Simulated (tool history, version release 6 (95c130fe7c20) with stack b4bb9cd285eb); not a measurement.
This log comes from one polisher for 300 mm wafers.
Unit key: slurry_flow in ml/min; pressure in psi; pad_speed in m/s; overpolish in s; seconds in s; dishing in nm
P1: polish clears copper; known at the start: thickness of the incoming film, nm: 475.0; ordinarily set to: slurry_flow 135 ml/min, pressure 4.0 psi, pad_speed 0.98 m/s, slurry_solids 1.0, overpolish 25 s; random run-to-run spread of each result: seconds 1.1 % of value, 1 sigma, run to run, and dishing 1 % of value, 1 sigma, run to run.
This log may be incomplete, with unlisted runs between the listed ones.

run,day,slurry_flow,pressure,pad_speed,slurry_solids,overpolish,wafers polished on this pad,hours since the slurry nozzle was cleaned,hours since the head pressure was calibrated,hours since the slurry blender was calibrated,seconds,dishing
1,0.329,135,4.0,0.98,1.0,25,330,350.6,586.8,145.6,127.720,61.162
2,0.804,135,4.0,0.98,1.0,8,390,362.0,598.2,157.0,127.110,22.114
3,1.346,135,4.0,1.26,1.0,25,458,375.0,611.2,170.0,98.642,76.014
4,1.675,135,4.0,0.98,1.0,25,499,382.9,619.1,177.9,128.690,60.213
5,2.271,135,4.0,0.48,1.0,25,574,397.2,633.4,192.2,254.180,32.705
6,2.912,135,4.0,0.98,1.0,25,654,412.6,648.8,207.6,125.120,59.721
7,3.329,135,4.0,0.98,1.0,25,706,422.6,658.8,217.6,124.800,60.375
8,3.750,135,2.3,1.36,1.0,25,759,432.7,668.9,227.7,155.500,48.390
9,4.100,135,5.4,0.98,1.0,25,802,441.1,677.3,236.1,94.013,78.982
10,4.533,135,4.0,0.98,0.6,25,857,451.5,687.7,246.5,139.900,56.165
11,4.900,135,4.0,0.98,1.0,41,903,460.3,696.5,255.3,125.190,88.487
12,5.204,180,4.0,0.98,1.0,25,941,467.6,703.8,262.6,119.050,63.032
13,5.571,135,4.0,0.98,1.4,42,987,476.4,712.6,271.4,119.820,94.442
14,5.917,135,5.8,1.40,1.0,25,1030,484.7,720.9,279.7,61.924,107.830
15,6.333,80,4.0,0.98,1.0,25,1082,494.7,730.9,289.7,142.090,54.446
16,6.958,135,2.7,0.98,1.0,25,1160,509.7,745.9,304.7,188.150,42.488
17,7.250,135,4.0,0.98,1.0,25,1197,516.7,752.9,311.7,125.420,61.136
18,7.904,135,4.0,0.98,1.4,25,1279,532.4,768.6,327.4,118.230,65.946
19,8.454,135,4.0,0.98,1.0,25,1348,545.6,781.8,340.6,127.980,61.813
20,8.933,135,4.0,0.98,1.0,25,1408,557.1,793.3,352.1,124.730,61.382
21,9.458,135,4.0,0.98,1.0,25,1473,569.7,805.9,364.7,126.740,60.843
22,10.046,135,4.0,0.98,1.0,25,1547,583.8,820.0,378.8,135.160,58.839
23,10.375,135,4.0,0.98,1.0,25,1588,591.7,827.9,386.7,137.410,57.129
24,11.004,135,4.0,0.98,1.0,25,1667,606.8,843.0,401.8,138.910,57.003
# day 11.112: head pressure recalibrated
25,11.329,135,4.0,0.98,1.0,25,1707,614.6,5.2,409.6,139.460,56.403
# day 11.429: slurry blender recalibrated
26,11.800,135,4.0,0.98,1.0,25,1766,625.9,16.5,8.9,140.530,56.145
27,12.354,135,4.0,0.98,1.0,25,1836,639.2,29.8,22.2,143.210,56.260

P1 has crept away from where it was. The log is fitted equally well by each of these 2 causes, at the sizes shown:
A: slurry flow missing at the pad, % = 36.6
B: removal rate lost through wear of the pad, % = 10.2
At approximately day 9.458, the process output began to creep.
What rules out each remaining cause:
head's pressure below its setpoint, %: its service at day 11.112 followed the start of the drift and did not put the process back to its old value
abrasive missing from the slurry, %: its service at day 11.429 followed the start of the drift and did not put the process back to its old value

The list below offers 4 check runs, each averaging the results of 3 wafers, and shows each result as a question mark. For which of them would the listed causes give clearly different results?
check 1,12.908,85,4.0,0.98,1.0,25,,,,,?,?
check 2,12.908,135,4.0,0.52,1.0,25,,,,,?,?
check 3,12.908,135,5.2,0.98,1.0,25,,,,,?,?
check 4,12.908,135,4.0,0.66,1.0,8,,,,,?,?

How each check would come out, cause by cause:
check,result,if A,if B
check 1,seconds,165.240,156.870
check 1,dishing,48.659,50.849
check 2,seconds,264.960,264.990
check 2,dishing,32.117,32.114
check 3,seconds,108.150,108.160
check 3,dishing,70.198,70.192
check 4,seconds,208.760,208.780
check 4,dishing,13.809,13.807
Per-check spread between the two closest causes, in the result where they differ most: check 1 5.2 %; check 2 0.01 %; check 3 0.01 %; check 4 0.01 %
Check 1 is the one run that separates the causes; every other check would come out nearly the same whichever cause is at work.

With check 1 done, the readings were: seconds 157.240 s; dishing 50.850 nm. Identify which of the listed causes applies.

The cause is B: removal rate lost through wear of the pad, %.

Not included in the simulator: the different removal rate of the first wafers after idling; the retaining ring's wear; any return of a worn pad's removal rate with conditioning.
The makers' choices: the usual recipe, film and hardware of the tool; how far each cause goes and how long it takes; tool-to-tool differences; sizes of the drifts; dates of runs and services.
